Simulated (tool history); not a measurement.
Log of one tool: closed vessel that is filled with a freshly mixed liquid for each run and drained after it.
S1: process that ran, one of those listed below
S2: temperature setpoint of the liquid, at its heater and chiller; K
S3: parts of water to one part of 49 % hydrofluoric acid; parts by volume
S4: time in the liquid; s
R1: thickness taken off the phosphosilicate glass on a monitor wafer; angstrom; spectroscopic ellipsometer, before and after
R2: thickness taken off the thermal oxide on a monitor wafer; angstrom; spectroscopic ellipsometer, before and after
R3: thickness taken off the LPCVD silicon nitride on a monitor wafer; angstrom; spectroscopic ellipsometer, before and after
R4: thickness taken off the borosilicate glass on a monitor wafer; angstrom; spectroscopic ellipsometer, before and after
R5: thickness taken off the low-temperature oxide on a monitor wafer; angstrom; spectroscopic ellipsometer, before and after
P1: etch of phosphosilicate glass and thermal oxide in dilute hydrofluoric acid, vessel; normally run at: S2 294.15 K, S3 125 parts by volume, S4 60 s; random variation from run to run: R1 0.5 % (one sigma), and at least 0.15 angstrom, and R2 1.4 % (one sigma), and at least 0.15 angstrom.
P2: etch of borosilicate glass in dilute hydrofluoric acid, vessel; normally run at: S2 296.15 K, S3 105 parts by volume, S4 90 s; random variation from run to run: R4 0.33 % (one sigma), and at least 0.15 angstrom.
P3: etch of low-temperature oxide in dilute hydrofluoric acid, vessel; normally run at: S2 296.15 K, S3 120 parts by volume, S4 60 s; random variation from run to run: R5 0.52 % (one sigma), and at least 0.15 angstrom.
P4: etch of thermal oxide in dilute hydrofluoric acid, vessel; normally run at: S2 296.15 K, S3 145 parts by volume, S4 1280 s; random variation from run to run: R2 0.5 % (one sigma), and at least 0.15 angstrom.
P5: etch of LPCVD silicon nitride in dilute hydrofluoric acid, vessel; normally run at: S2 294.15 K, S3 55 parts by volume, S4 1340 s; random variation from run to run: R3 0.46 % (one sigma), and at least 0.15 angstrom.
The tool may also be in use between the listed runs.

run,hour,S1,S2,S3,S4,R1,R2,R3,R4,R5
1,3.3,P1,294.15,125,60,548.61,19.2780,,,
2,8.7,P4,296.15,65,1280,,937.2100,,,
3,12.3,P5,290.15,55,1340,,,79.575,,
4,15.8,P2,296.15,105,160,,,,327.210,
5,20.2,P1,294.15,125,90,816.54,28.9420,,,
6,22.9,P3,290.15,120,60,,,,,45.344
7,27.4,P1,294.15,125,60,547.07,18.3690,,,
8,30.3,P1,294.15,125,60,546.08,18.6600,,,
9,34.4,P4,304.65,145,1280,,520.7900,,,
10,37.4,P1,294.15,125,60,544.68,19.2840,,,
11,41.6,P4,296.15,145,1280,,379.9800,,,
12,45.6,P4,296.15,145,1945,,576.4100,,,
13,49.1,P1,298.65,125,30,325.63,11.3770,,,
14,52.5,P5,294.15,55,1340,,,105.500,,
15,57.9,P1,301.65,125,30,364.10,12.1720,,,
16,63.0,P3,296.15,120,100,,,,,95.724
17,68.3,P1,302.15,125,60,738.45,25.5180,,,
18,73.8,P1,294.15,220,60,278.54,9.4718,,,
19,77.6,P1,294.15,125,60,542.95,18.6980,,,
20,80.2,P2,296.15,180,90,,,,98.404,
21,83.3,P1,290.15,125,60,464.29,15.4880,,,
22,87.5,P1,294.15,40,60,1893.60,64.8170,,,
23,92.7,P3,296.15,120,60,,,,,56.840
24,95.4,P1,300.15,175,60,460.94,15.6840,,,
25,100.5,P2,296.15,105,90,,,,183.550,
26,103.2,P2,290.15,105,90,,,,144.510,
27,108.4,P5,294.15,20,1340,,,281.610,,
28,112.0,P4,296.15,145,1280,,381.2000,,,
29,114.9,P1,294.15,125,30,272.81,9.2925,,,
30,118.7,P5,294.15,55,1340,,,106.400,,
31,121.6,P3,296.15,40,60,,,,,190.950
32,125.7,P5,294.15,55,2680,,,211.950,,
33,128.4,P2,296.15,105,90,,,,183.740,
34,131.1,P1,294.15,125,60,547.03,18.1980,,,
35,133.8,P1,294.15,125,60,539.06,18.2530,,,
36,136.9,P1,294.15,125,60,530.09,18.0540,,,
37,139.9,P1,294.15,125,60,521.99,17.7060,,,
38,145.7,P1,294.15,125,60,519.33,18.1350,,,
39,149.2,P1,294.15,125,60,517.32,17.4760,,,
40,153.2,P1,294.15,125,60,514.32,17.4490,,,
41,158.6,P1,294.15,125,60,512.07,17.7250,,,
42,164.3,P1,294.15,125,60,511.16,17.4380,,,
43,167.6,P1,294.15,125,60,508.55,17.1790,,,
44,171.3,P1,294.15,125,60,509.38,17.0330,,,
45,174.4,P1,294.15,125,60,509.56,17.3080,,,

What P1 gives has crept away from where it was. These 2 causes fit the log equally well, each at the size given:
A: hydrofluoric acid flow below the setpoint (%) = 6.01
B: liquid colder than its thermometer reads (K) = 1.76
The creep began at about hour 131.1.

4 check runs are offered, one wafer each, their results left as question marks. Which one tells the causes apart?
check 1,177.5,P2,291.65,175,90,,,,?,
check 2,177.5,P4,300.15,80,1280,,?,,,
check 3,177.5,P3,296.15,40,95,,,,,?
check 4,177.5,P5,290.15,55,1905,,,?,,

What each check would give under each cause:
check,result,if A,if B
check 1,R4,79.432,79.600
check 2,R2,818.9300,818.5200
check 3,R5,282.250,279.810
check 4,R3,107.120,100.320
How far apart the two closest causes lie, in the result that separates them most: check 1 0.21 %; check 2 0.05 %; check 3 0.87 %; check 4 6.55 %
Only check 4 tells the causes apart: in the others they would give nearly the same result.

Check 4 was then run and gave: R3 99.776 angstrom. Which cause is it?

It is B: liquid colder than its thermometer reads (K).
